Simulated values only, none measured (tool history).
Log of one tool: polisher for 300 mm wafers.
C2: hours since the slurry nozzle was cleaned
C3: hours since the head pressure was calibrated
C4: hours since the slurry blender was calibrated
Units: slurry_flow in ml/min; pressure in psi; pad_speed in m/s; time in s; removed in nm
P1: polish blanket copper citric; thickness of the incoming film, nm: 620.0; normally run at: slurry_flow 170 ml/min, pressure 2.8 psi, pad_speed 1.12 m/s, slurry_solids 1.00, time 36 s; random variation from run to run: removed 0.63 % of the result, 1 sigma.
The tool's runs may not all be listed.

Run 1, hour 2.3: slurry_flow 170 ml/min, pressure 2.8 psi, pad_speed 1.12 m/s, slurry_solids 1.00, time 36 s; wafers polished on this pad 723; C2 362.4; C3 879.5; C4 36.3. Result: removed 78.389 nm.
Run 2, hour 5.7: slurry_flow 250 ml/min, pressure 2.8 psi, pad_speed 1.12 m/s, slurry_solids 1.00, time 36 s; wafers polished on this pad 745; C2 365.8; C3 882.9; C4 39.7. Result: removed 81.547 nm.
Run 3, hour 8.7: slurry_flow 170 ml/min, pressure 2.8 psi, pad_speed 1.12 m/s, slurry_solids 1.00, time 16 s; wafers polished on this pad 765; C2 368.8; C3 885.9; C4 42.7. Result: removed 34.219 nm.
Run 4, hour 11.5: slurry_flow 170 ml/min, pressure 2.8 psi, pad_speed 1.12 m/s, slurry_solids 0.55, time 36 s; wafers polished on this pad 784; C2 371.6; C3 888.7; C4 45.5. Result: removed 68.996 nm.
Run 5, hour 14.3: slurry_flow 170 ml/min, pressure 2.8 psi, pad_speed 1.12 m/s, slurry_solids 1.00, time 36 s; wafers polished on this pad 802; C2 374.4; C3 891.5; C4 48.3. Result: removed 77.758 nm.
Run 6, hour 16.7: slurry_flow 170 ml/min, pressure 2.8 psi, pad_speed 1.56 m/s, slurry_solids 1.00, time 36 s; wafers polished on this pad 818; C2 376.8; C3 893.9; C4 50.7. Result: removed 107.100 nm.
Run 7, hour 20.3: slurry_flow 170 ml/min, pressure 1.4 psi, pad_speed 1.12 m/s, slurry_solids 1.00, time 36 s; wafers polished on this pad 842; C2 380.4; C3 897.5; C4 54.3. Result: removed 39.711 nm.
Run 8, hour 23.9: slurry_flow 100 ml/min, pressure 2.8 psi, pad_speed 1.12 m/s, slurry_solids 1.00, time 26 s; wafers polished on this pad 866; C2 384.0; C3 901.1; C4 57.9. Result: removed 50.066 nm.
Run 9, hour 27.2: slurry_flow 115 ml/min, pressure 2.8 psi, pad_speed 1.12 m/s, slurry_solids 1.00, time 36 s; wafers polished on this pad 888; C2 387.3; C3 904.4; C4 61.2. Result: removed 72.804 nm.
Run 10, hour 31.8: slurry_flow 170 ml/min, pressure 2.8 psi, pad_speed 1.12 m/s, slurry_solids 1.45, time 36 s; wafers polished on this pad 919; C2 391.9; C3 909.0; C4 65.8. Result: removed 84.189 nm.
Run 11, hour 35.6: slurry_flow 170 ml/min, pressure 2.8 psi, pad_speed 0.50 m/s, slurry_solids 1.00, time 36 s; wafers polished on this pad 944; C2 395.7; C3 912.8; C4 69.6. Result: removed 35.604 nm.
Run 12, hour 38.5: slurry_flow 170 ml/min, pressure 2.8 psi, pad_speed 1.12 m/s, slurry_solids 1.00, time 36 s; wafers polished on this pad 964; C2 398.6; C3 915.7; C4 72.5. Result: removed 76.895 nm.
Run 13, hour 43.3: slurry_flow 170 ml/min, pressure 2.8 psi, pad_speed 1.12 m/s, slurry_solids 1.00, time 47 s; wafers polished on this pad 995; C2 403.4; C3 920.5; C4 77.3. Result: removed 101.480 nm.
Run 14, hour 46.3: slurry_flow 170 ml/min, pressure 2.8 psi, pad_speed 1.12 m/s, slurry_solids 1.00, time 36 s; wafers polished on this pad 1015; C2 406.4; C3 923.5; C4 80.3. Result: removed 77.877 nm.
Run 15, hour 48.9: slurry_flow 170 ml/min, pressure 3.8 psi, pad_speed 1.12 m/s, slurry_solids 1.00, time 36 s; wafers polished on this pad 1033; C2 409.0; C3 926.1; C4 82.9. Result: removed 104.990 nm.

Forecast run 16:
Run 16, hour 53.1: slurry_flow 100 ml/min, pressure 2.8 psi, pad_speed 1.12 m/s, slurry_solids 0.65, time 36 s; wafers polished on this pad 1061; C2 413.2; C3 930.3; C4 87.1. Result: removed ?.

{"run 16": {"removed": 64.275}}
